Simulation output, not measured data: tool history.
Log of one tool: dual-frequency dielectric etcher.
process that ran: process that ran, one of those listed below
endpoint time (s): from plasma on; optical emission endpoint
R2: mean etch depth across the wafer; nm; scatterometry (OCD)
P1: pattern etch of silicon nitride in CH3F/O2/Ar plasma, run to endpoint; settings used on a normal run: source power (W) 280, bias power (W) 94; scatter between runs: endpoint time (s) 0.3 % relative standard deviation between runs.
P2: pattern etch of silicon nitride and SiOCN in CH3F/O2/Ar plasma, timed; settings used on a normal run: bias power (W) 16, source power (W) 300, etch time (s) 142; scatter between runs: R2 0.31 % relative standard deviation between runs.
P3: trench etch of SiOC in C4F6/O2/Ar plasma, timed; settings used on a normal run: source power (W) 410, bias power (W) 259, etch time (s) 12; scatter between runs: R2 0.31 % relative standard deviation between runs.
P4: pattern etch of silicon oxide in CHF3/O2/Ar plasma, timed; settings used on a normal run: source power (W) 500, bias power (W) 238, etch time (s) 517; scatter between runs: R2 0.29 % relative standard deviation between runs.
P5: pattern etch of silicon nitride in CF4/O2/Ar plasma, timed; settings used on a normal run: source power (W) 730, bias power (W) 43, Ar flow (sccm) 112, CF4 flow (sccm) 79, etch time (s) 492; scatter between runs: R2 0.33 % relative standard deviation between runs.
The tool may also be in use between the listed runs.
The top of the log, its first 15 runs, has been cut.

{"run": 16, "day": 8.262, "process that ran": "P3", "source power (W)": 410, "bias power (W)": 259, "etch time (s)": 14.5, "R2": 33.952}
{"run": 17, "day": 8.625, "process that ran": "P1", "source power (W)": 280, "bias power (W)": 73, "endpoint time (s)": 48.409}
{"run": 18, "day": 9.292, "process that ran": "P1", "source power (W)": 280, "bias power (W)": 94, "endpoint time (s)": 43.938}
{"run": 19, "day": 9.742, "process that ran": "P5", "source power (W)": 730, "bias power (W)": 43, "Ar flow (sccm)": 112, "CF4 flow (sccm)": 79, "etch time (s)": 492, "R2": 1198.4}
{"run": 20, "day": 10.083, "process that ran": "P1", "source power (W)": 280, "bias power (W)": 94, "endpoint time (s)": 44.073}
{"run": 21, "day": 10.479, "process that ran": "P5", "source power (W)": 730, "bias power (W)": 43, "Ar flow (sccm)": 139, "CF4 flow (sccm)": 79, "etch time (s)": 492, "R2": 1154}
{"run": 22, "day": 10.883, "process that ran": "P1", "source power (W)": 280, "bias power (W)": 94, "endpoint time (s)": 44.585}
{"day": 11.229, "done": "bias power generator calibrated"}
{"run": 23, "day": 11.554, "process that ran": "P3", "source power (W)": 270, "bias power (W)": 259, "etch time (s)": 12, "R2": 23.89}
{"run": 24, "day": 12.179, "process that ran": "P2", "source power (W)": 300, "bias power (W)": 12, "etch time (s)": 142, "R2": 13.322}
{"run": 25, "day": 12.546, "process that ran": "P1", "source power (W)": 170, "bias power (W)": 125, "endpoint time (s)": 47.575}
{"run": 26, "day": 13.1, "process that ran": "P1", "source power (W)": 280, "bias power (W)": 115, "endpoint time (s)": 41.13}
{"run": 27, "day": 13.7, "process that ran": "P3", "source power (W)": 410, "bias power (W)": 259, "etch time (s)": 12, "R2": 28.13}
{"run": 28, "day": 14.05, "process that ran": "P1", "source power (W)": 280, "bias power (W)": 94, "endpoint time (s)": 44.57}
{"run": 29, "day": 14.608, "process that ran": "P1", "source power (W)": 280, "bias power (W)": 94, "endpoint time (s)": 44.346}
{"run": 30, "day": 14.983, "process that ran": "P4", "source power (W)": 500, "bias power (W)": 238, "etch time (s)": 517, "R2": 1087.5}

Predict the results of run 31:
{"run": 31, "day": 15.475, "process that ran": "P2", "source power (W)": 300, "bias power (W)": 16, "etch time (s)": 142, "R2": "?"}

{"run 31": {"R2": 15.053}}

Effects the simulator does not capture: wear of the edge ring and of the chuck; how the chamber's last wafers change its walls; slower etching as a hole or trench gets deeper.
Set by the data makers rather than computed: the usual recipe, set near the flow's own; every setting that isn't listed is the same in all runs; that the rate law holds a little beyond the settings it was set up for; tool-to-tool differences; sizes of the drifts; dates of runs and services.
